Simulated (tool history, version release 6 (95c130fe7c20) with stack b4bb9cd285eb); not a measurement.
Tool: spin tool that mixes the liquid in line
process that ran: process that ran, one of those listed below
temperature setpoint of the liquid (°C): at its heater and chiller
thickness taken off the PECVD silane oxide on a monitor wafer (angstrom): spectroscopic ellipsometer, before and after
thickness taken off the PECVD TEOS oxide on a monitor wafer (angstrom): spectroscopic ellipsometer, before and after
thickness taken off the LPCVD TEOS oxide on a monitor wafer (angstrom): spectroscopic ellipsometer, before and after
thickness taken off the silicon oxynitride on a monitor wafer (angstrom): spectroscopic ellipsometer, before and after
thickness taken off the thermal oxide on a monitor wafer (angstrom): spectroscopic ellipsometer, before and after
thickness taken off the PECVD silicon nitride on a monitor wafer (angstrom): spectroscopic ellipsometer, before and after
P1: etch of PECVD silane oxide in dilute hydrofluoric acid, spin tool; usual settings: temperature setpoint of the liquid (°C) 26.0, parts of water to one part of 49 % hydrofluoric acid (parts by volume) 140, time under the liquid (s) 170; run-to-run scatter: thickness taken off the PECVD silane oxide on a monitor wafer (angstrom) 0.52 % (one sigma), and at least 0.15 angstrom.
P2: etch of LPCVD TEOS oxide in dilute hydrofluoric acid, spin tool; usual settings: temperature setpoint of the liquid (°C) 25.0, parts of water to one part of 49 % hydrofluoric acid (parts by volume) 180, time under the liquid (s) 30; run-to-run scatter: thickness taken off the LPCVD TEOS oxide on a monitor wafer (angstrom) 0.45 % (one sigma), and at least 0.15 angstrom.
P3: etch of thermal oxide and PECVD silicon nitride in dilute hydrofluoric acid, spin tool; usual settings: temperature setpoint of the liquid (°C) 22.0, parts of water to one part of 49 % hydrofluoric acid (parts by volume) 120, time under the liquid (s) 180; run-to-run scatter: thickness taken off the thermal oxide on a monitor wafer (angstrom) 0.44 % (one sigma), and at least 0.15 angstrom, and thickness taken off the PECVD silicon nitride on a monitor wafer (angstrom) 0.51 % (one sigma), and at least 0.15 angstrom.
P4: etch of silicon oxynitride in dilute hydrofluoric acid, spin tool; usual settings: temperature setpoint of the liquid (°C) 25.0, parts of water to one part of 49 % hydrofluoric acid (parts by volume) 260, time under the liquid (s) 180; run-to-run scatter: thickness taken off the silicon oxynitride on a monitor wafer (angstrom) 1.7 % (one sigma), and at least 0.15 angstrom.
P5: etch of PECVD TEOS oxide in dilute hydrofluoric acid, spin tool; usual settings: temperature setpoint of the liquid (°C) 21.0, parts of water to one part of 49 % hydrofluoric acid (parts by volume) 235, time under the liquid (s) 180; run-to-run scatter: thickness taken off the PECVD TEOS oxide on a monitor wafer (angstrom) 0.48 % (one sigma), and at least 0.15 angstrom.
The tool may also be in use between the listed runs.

run,hour,process that ran,temperature setpoint of the liquid (°C),parts of water to one part of 49 % hydrofluoric acid (parts by volume),time under the liquid (s),thickness taken off the PECVD silane oxide on a monitor wafer (angstrom),thickness taken off the PECVD TEOS oxide on a monitor wafer (angstrom),thickness taken off the LPCVD TEOS oxide on a monitor wafer (angstrom),thickness taken off the silicon oxynitride on a monitor wafer (angstrom),thickness taken off the thermal oxide on a monitor wafer (angstrom),thickness taken off the PECVD silicon nitride on a monitor wafer (angstrom)
1,4.7,P1,26.0,140,170,266.210,,,,,
2,8.5,P1,26.0,140,170,266.630,,,,,
3,13.4,P1,26.0,140,170,267.520,,,,,
4,16.3,P5,21.0,235,180,,51.3840,,,,
5,20.4,P2,25.0,180,30,,,86.147,,,
6,24.9,P1,26.0,140,170,267.800,,,,,
7,29.4,P5,21.0,235,180,,51.1480,,,,
8,32.4,P4,25.0,260,180,,,,13.1690,,
9,35.0,P1,26.0,195,170,178.810,,,,,
10,39.3,P5,21.0,235,15,,4.5517,,,,
11,44.0,P2,25.0,180,30,,,85.776,,,
12,46.6,P3,29.0,120,180,,,,,87.973,110.990
13,49.7,P2,17.0,180,30,,,63.164,,,
14,53.2,P2,25.0,295,30,,,46.188,,,
15,57.2,P1,22.0,140,170,227.640,,,,,
16,61.7,P2,25.0,180,15,,,42.947,,,
17,64.8,P4,19.0,260,180,,,,9.9891,,
18,68.3,P3,22.0,120,345,,,,,128.590,136.270
19,72.5,P1,26.0,140,170,265.670,,,,,
20,75.7,P1,21.0,55,170,618.080,,,,,
21,80.6,P4,25.0,110,180,,,,34.6230,,
22,84.4,P1,26.0,45,170,948.390,,,,,
23,89.3,P4,25.0,260,275,,,,19.6000,,
24,92.8,P1,26.0,140,15,23.131,,,,,
25,96.6,P5,25.0,235,180,,58.9840,,,,
26,99.4,P3,22.0,120,180,,,,,67.624,71.078
27,104.0,P1,26.0,140,290,455.940,,,,,
28,106.2,P1,22.5,60,170,602.150,,,,,
29,109.6,P3,22.0,205,180,,,,,35.842,41.507
30,112.2,P1,32.0,140,170,328.660,,,,,
31,116.9,P5,21.0,370,180,,28.8270,,,,
32,120.8,P1,26.0,140,170,266.090,,,,,
33,124.6,P1,26.0,140,170,277.310,,,,,
34,129.1,P1,26.0,140,170,282.370,,,,,
35,132.7,P1,26.0,140,170,282.720,,,,,
36,136.5,P1,26.0,140,170,283.840,,,,,
37,139.6,P1,26.0,140,170,286.600,,,,,
38,143.5,P1,26.0,140,170,287.070,,,,,

What P1 gives has crept away from where it was. These 2 causes fit the log equally well, each at the size given:
A: hydrofluoric acid flow above the setpoint (%) = 6.07
B: liquid hotter than its thermometer reads (K) = 1.84
The creep began at about hour 120.8.

4 check runs are offered, one wafer each, their results left as question marks. Which one tells the causes apart?
check 1,147.4,P4,25.0,260,180,,,,?,,
check 2,147.4,P5,21.0,235,180,,?,,,,
check 3,147.4,P3,22.0,120,180,,,,,?,?
check 4,147.4,P2,25.0,180,30,,,?,,,

What each check would give under each cause:
check,result,if A,if B
check 1,thickness taken off the silicon oxynitride on a monitor wafer (angstrom),13.9680,14.0800
check 2,thickness taken off the PECVD TEOS oxide on a monitor wafer (angstrom),54.9570,54.7410
check 3,thickness taken off the thermal oxide on a monitor wafer (angstrom),71.623,72.039
check 3,thickness taken off the PECVD silicon nitride on a monitor wafer (angstrom),75.294,80.224
check 4,thickness taken off the LPCVD TEOS oxide on a monitor wafer (angstrom),92.147,91.863
How far apart the two closest causes lie, in the result that separates them most: check 1 0.8 %; check 2 0.39 %; check 3 6.34 %; check 4 0.31 %
Only check 3 tells the causes apart: in the others they would give nearly the same result.

Then check 3 was run and gave: thickness taken off the thermal oxide on a monitor wafer (angstrom) 71.991; thickness taken off the PECVD silicon nitride on a monitor wafer (angstrom) 79.555. Which cause is it?

It is B: liquid hotter than its thermometer reads (K).
